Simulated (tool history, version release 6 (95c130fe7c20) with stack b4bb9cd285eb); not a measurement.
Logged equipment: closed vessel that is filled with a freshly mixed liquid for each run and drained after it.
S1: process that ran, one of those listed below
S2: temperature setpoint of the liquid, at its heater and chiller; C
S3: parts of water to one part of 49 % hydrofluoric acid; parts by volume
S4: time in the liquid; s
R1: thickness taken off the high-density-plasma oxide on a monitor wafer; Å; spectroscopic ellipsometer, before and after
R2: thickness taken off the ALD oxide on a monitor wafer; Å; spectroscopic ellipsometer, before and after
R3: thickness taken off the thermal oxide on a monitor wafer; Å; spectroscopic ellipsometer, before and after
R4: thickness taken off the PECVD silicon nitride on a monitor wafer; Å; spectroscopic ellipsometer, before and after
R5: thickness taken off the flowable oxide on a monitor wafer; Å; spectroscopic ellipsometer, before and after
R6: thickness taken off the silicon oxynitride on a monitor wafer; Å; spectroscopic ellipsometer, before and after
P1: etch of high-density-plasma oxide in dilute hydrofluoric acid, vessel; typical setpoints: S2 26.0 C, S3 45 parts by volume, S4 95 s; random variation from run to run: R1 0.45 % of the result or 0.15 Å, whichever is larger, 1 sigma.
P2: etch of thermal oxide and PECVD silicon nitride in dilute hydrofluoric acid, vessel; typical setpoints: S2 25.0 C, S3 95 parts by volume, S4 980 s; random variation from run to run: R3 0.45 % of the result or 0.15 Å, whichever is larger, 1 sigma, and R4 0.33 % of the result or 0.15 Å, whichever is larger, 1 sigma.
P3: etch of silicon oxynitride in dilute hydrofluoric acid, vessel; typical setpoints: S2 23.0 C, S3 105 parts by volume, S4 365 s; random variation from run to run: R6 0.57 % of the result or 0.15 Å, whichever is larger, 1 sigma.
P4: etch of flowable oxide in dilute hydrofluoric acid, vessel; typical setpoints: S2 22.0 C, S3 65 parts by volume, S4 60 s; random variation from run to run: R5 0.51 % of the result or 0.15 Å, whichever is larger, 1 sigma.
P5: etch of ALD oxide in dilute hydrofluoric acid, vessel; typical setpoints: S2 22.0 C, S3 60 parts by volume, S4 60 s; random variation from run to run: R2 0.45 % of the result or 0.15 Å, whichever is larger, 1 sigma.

| run | hour | S1 | S2 | S3 | S4 | R1 | R2 | R3 | R4 | R5 | R6 |
|---|---|---|---|---|---|---|---|---|---|---|---|
| 1 | 7.4 | P1 | 26.0 | 45 | 95 | 125.540 |  |  |  |  |  |
| 2 | 15.3 | P1 | 26.0 | 75 | 150 | 114.680 |  |  |  |  |  |
| 3 | 19.6 | P5 | 22.0 | 60 | 95 |  | 495.03 |  |  |  |  |
| 4 | 24.8 | P1 | 18.5 | 45 | 95 | 91.468 |  |  |  |  |  |
| 5 | 29.2 | P2 | 18.0 | 95 | 980 |  |  | 393.12 | 222.31 |  |  |
| 6 | 38.4 | P4 | 22.0 | 65 | 105 |  |  |  |  | 395.87 |  |
| 7 | 45.3 | P1 | 21.5 | 45 | 40 | 44.177 |  |  |  |  |  |
| 8 | 50.1 | P1 | 26.0 | 45 | 95 | 126.400 |  |  |  |  |  |
| 9 | 58.6 | P1 | 26.0 | 45 | 30 | 39.387 |  |  |  |  |  |
| 10 | 65.5 | P1 | 26.0 | 45 | 95 | 125.780 |  |  |  |  |  |
| 11 | 74.3 | P2 | 25.0 | 95 | 980 |  |  | 521.83 | 356.39 |  |  |
| 12 | 82.3 | P3 | 17.5 | 105 | 365 |  |  |  |  |  | 35.961 |
| 13 | 86.6 | P4 | 22.0 | 35 | 60 |  |  |  |  | 431.15 |  |
| 14 | 90.8 | P4 | 22.0 | 65 | 60 |  |  |  |  | 226.06 |  |
| 15 | 95.9 | P4 | 29.5 | 65 | 60 |  |  |  |  | 300.51 |  |
| 16 | 101.3 | P2 | 25.0 | 95 | 1950 |  |  | 1039.50 | 710.84 |  |  |
| 17 | 106.6 | P1 | 26.0 | 45 | 95 | 125.510 |  |  |  |  |  |
| 18 | 115.7 | P1 | 26.0 | 45 | 180 | 238.200 |  |  |  |  |  |
| 19 | 123.4 | P5 | 22.0 | 60 | 60 |  | 311.92 |  |  |  |  |
| 20 | 132.3 | P1 | 31.5 | 45 | 95 | 155.420 |  |  |  |  |  |
| 21 | 139.2 | P2 | 25.0 | 20 | 980 |  |  | 2762.60 | 1642.70 |  |  |
| 22 | 148.2 | P3 | 23.0 | 105 | 605 |  |  |  |  |  | 77.480 |
| 23 | 153.6 | P5 | 22.0 | 85 | 60 |  | 212.76 |  |  |  |  |
| 24 | 161.3 | P1 | 26.0 | 60 | 95 | 92.481 |  |  |  |  |  |
| 25 | 166.8 | P5 | 29.5 | 60 | 60 |  | 420.32 |  |  |  |  |
| 26 | 175.2 | P3 | 23.0 | 155 | 365 |  |  |  |  |  | 30.416 |
| 27 | 184.1 | P4 | 22.0 | 65 | 60 |  |  |  |  | 222.34 |  |
| 28 | 190.8 | P2 | 25.0 | 95 | 980 |  |  | 520.42 | 357.45 |  |  |
| 29 | 196.4 | P3 | 23.0 | 105 | 365 |  |  |  |  |  | 46.589 |
| 30 | 200.8 | P1 | 26.0 | 45 | 95 | 126.120 |  |  |  |  |  |
| 31 | 208.4 | P1 | 26.0 | 20 | 95 | 294.350 |  |  |  |  |  |
| 32 | 213.3 | P1 | 26.0 | 45 | 95 | 125.050 |  |  |  |  |  |
| 33 | 219.1 | P1 | 26.0 | 45 | 95 | 128.330 |  |  |  |  |  |

The next listed run, before its measurement:
| 34 | 225.5 | P1 | 26.0 | 45 | 95 | ? |  |  |  |  |  |

Run 34 came out at R1 132.230 Å.

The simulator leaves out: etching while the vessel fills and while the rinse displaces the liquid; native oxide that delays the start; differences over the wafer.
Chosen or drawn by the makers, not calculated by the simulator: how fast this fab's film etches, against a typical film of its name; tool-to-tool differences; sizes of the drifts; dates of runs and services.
